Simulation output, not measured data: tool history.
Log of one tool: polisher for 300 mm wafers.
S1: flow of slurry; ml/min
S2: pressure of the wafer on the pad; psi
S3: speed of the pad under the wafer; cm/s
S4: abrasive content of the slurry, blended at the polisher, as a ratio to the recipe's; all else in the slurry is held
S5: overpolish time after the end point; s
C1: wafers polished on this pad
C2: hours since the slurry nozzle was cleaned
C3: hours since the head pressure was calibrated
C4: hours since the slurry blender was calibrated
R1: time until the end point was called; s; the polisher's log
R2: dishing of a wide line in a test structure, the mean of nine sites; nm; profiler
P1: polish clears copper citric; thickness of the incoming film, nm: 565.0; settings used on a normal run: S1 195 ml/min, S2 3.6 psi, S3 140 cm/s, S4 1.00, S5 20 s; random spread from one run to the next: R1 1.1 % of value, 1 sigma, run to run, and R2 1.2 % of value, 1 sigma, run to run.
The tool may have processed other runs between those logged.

{"run": 1, "hour": 14.1, "S1": 195, "S2": 3.6, "S3": 140, "S4": 1.0, "S5": 20, "C1": 478, "C2": 240.8, "C3": 375.0, "C4": 83.3, "R1": 181.34, "R2": 41.859}
{"run": 2, "hour": 22.8, "S1": 195, "S2": 3.6, "S3": 140, "S4": 1.0, "S5": 20, "C1": 537, "C2": 249.5, "C3": 383.7, "C4": 92.0, "R1": 182.67, "R2": 41.178}
{"run": 3, "hour": 35.5, "S1": 290, "S2": 3.6, "S3": 140, "S4": 1.0, "S5": 20, "C1": 622, "C2": 262.2, "C3": 396.4, "C4": 104.7, "R1": 173.53, "R2": 43.853}
{"run": 4, "hour": 44.2, "S1": 195, "S2": 3.6, "S3": 140, "S4": 1.45, "S5": 20, "C1": 681, "C2": 270.9, "C3": 405.1, "C4": 113.4, "R1": 167.27, "R2": 44.624}
{"run": 5, "hour": 51.6, "S1": 195, "S2": 3.6, "S3": 140, "S4": 1.0, "S5": 20, "C1": 731, "C2": 278.3, "C3": 412.5, "C4": 120.8, "R1": 187.26, "R2": 41.653}
{"run": 6, "hour": 59.7, "S1": 195, "S2": 2.1, "S3": 140, "S4": 1.0, "S5": 20, "C1": 785, "C2": 286.4, "C3": 420.6, "C4": 128.9, "R1": 306.3, "R2": 25.369}
{"run": 7, "hour": 69.6, "S1": 195, "S2": 5.5, "S3": 140, "S4": 1.0, "S5": 38, "C1": 852, "C2": 296.3, "C3": 430.5, "C4": 138.8, "R1": 121.0, "R2": 95.762}
{"run": 8, "hour": 80.0, "S1": 195, "S2": 3.6, "S3": 140, "S4": 0.6, "S5": 20, "C1": 922, "C2": 306.7, "C3": 440.9, "C4": 149.2, "R1": 200.11, "R2": 37.782}
{"run": 9, "hour": 91.6, "S1": 195, "S2": 3.6, "S3": 140, "S4": 1.0, "S5": 20, "C1": 1000, "C2": 318.3, "C3": 452.5, "C4": 160.8, "R1": 182.73, "R2": 41.899}
{"run": 10, "hour": 106.3, "S1": 195, "S2": 3.6, "S3": 140, "S4": 1.0, "S5": 29, "C1": 1099, "C2": 333.0, "C3": 467.2, "C4": 175.5, "R1": 181.15, "R2": 55.692}
{"run": 11, "hour": 115.3, "S1": 195, "S2": 3.6, "S3": 140, "S4": 1.0, "S5": 20, "C1": 1159, "C2": 342.0, "C3": 476.2, "C4": 184.5, "R1": 179.25, "R2": 41.908}
{"run": 12, "hour": 125.4, "S1": 195, "S2": 5.0, "S3": 190, "S4": 1.0, "S5": 20, "C1": 1227, "C2": 352.1, "C3": 486.3, "C4": 194.6, "R1": 97.109, "R2": 70.852}
{"hour": 129.0, "done": "head pressure recalibrated"}
{"run": 13, "hour": 137.1, "S1": 195, "S2": 3.6, "S3": 64, "S4": 1.0, "S5": 20, "C1": 1306, "C2": 363.8, "C3": 8.1, "C4": 206.3, "R1": 390.1, "R2": 20.828}
{"run": 14, "hour": 150.3, "S1": 195, "S2": 3.6, "S3": 140, "S4": 1.0, "S5": 6, "C1": 1395, "C2": 377.0, "C3": 21.3, "C4": 219.5, "R1": 180.61, "R2": 14.141}
{"run": 15, "hour": 166.8, "S1": 195, "S2": 3.6, "S3": 192, "S4": 1.0, "S5": 20, "C1": 1506, "C2": 393.5, "C3": 37.8, "C4": 236.0, "R1": 133.08, "R2": 52.595}
{"run": 16, "hour": 177.4, "S1": 195, "S2": 3.6, "S3": 140, "S4": 1.0, "S5": 20, "C1": 1577, "C2": 404.1, "C3": 48.4, "C4": 246.6, "R1": 180.09, "R2": 42.304}
{"run": 17, "hour": 189.4, "S1": 195, "S2": 3.6, "S3": 140, "S4": 1.0, "S5": 20, "C1": 1658, "C2": 416.1, "C3": 60.4, "C4": 258.6, "R1": 181.53, "R2": 41.629}
{"run": 18, "hour": 206.1, "S1": 195, "S2": 5.7, "S3": 140, "S4": 1.0, "S5": 20, "C1": 1770, "C2": 432.8, "C3": 77.1, "C4": 275.3, "R1": 116.0, "R2": 61.067}
{"run": 19, "hour": 214.6, "S1": 115, "S2": 3.6, "S3": 140, "S4": 1.0, "S5": 20, "C1": 1827, "C2": 441.3, "C3": 85.6, "C4": 283.8, "R1": 199.52, "R2": 38.292}
{"run": 20, "hour": 231.2, "S1": 195, "S2": 3.6, "S3": 140, "S4": 1.0, "S5": 20, "C1": 1939, "C2": 457.9, "C3": 102.2, "C4": 300.4, "R1": 184.68, "R2": 40.758}
{"run": 21, "hour": 243.4, "S1": 195, "S2": 3.6, "S3": 140, "S4": 1.0, "S5": 20, "C1": 2021, "C2": 470.1, "C3": 114.4, "C4": 312.6, "R1": 187.03, "R2": 41.036}

Run 22 comes next. What will it give?
{"run": 22, "hour": 254.1, "S1": 195, "S2": 3.6, "S3": 140, "S4": 1.0, "S5": 20, "C1": 2093, "C2": 480.8, "C3": 125.1, "C4": 323.3, "R1": "?", "R2": "?"}

{"run 22": {"R1": 187.56, "R2": 39.584}}
